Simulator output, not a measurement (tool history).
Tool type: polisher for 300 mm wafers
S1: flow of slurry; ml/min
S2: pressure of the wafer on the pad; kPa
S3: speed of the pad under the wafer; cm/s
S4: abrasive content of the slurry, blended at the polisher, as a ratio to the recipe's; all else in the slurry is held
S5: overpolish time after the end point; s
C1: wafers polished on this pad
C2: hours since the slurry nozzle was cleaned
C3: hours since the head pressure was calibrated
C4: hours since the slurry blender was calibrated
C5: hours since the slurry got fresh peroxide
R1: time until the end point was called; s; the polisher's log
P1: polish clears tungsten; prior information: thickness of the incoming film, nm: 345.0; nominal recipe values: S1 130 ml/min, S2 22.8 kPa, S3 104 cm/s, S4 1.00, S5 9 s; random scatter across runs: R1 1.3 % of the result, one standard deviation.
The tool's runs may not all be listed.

run,day,S1,S2,S3,S4,S5,C1,C2,C3,C4,C5,R1
1,0.192,130,22.8,104,1.00,9,445,356.6,188.9,222.7,95.5,77.590
2,0.475,130,22.8,58,1.00,9,524,363.4,195.7,229.5,102.3,141.680
3,0.883,200,22.8,104,1.00,9,637,373.2,205.5,239.3,112.1,73.336
# day 1.112: worn pad replaced by a new one
4,1.142,130,22.8,104,1.40,9,8,379.4,211.7,245.5,118.3,73.135
5,1.371,130,13.1,104,1.00,9,72,384.9,217.2,251.0,123.8,134.750
6,1.721,130,22.8,164,1.00,9,169,393.3,225.6,259.4,132.2,49.743
7,2.092,130,22.8,104,1.00,3,272,402.2,234.5,268.3,141.1,78.400
8,2.392,130,22.8,104,1.00,9,356,409.4,241.7,275.5,148.3,77.918
9,2.800,130,22.8,104,1.00,15,470,419.2,251.5,285.3,158.1,79.382
10,3.075,130,22.8,104,1.00,9,546,425.8,258.1,291.9,164.7,79.046
11,3.467,130,14.5,74,1.00,9,655,435.2,267.5,301.3,174.1,173.860
12,3.779,130,22.8,104,1.00,9,742,442.7,275.0,308.8,181.6,77.760
13,3.962,130,22.8,104,0.55,9,793,447.1,279.4,313.2,186.0,91.619
14,4.146,130,22.8,104,1.00,9,844,451.5,283.8,317.6,190.4,78.620
15,4.454,130,32.4,104,1.00,9,930,458.9,291.2,325.0,197.8,54.900
16,4.858,80,22.8,104,1.00,9,1043,468.6,300.9,334.7,207.5,89.516
17,5.062,130,22.8,104,1.00,9,1099,473.5,305.8,339.6,212.4,79.566
18,5.271,130,22.8,104,1.00,9,1157,478.5,310.8,344.6,217.4,80.121
19,5.650,130,22.8,104,1.00,9,1263,487.6,319.9,353.7,226.5,81.992
20,5.958,130,22.8,104,1.00,9,1349,495.0,327.3,361.1,233.9,85.738
21,6.208,130,22.8,104,1.00,9,1418,501.0,333.3,367.1,239.9,85.802
22,6.596,130,22.8,104,1.00,9,1526,510.3,342.6,376.4,249.2,84.753
# day 6.783: worn pad replaced by a new one
23,6.825,130,22.8,104,1.00,9,12,515.8,348.1,381.9,254.7,87.886
# day 6.871: slurry blender recalibrated
24,7.071,130,22.8,104,1.00,9,80,521.7,354.0,4.8,260.6,87.169

Expected results for the next run?
# day 7.092: head pressure recalibrated
25,7.442,130,22.8,104,1.00,9,184,530.6,8.4,13.7,269.5,?

Run 25 measured R1 87.552 s.
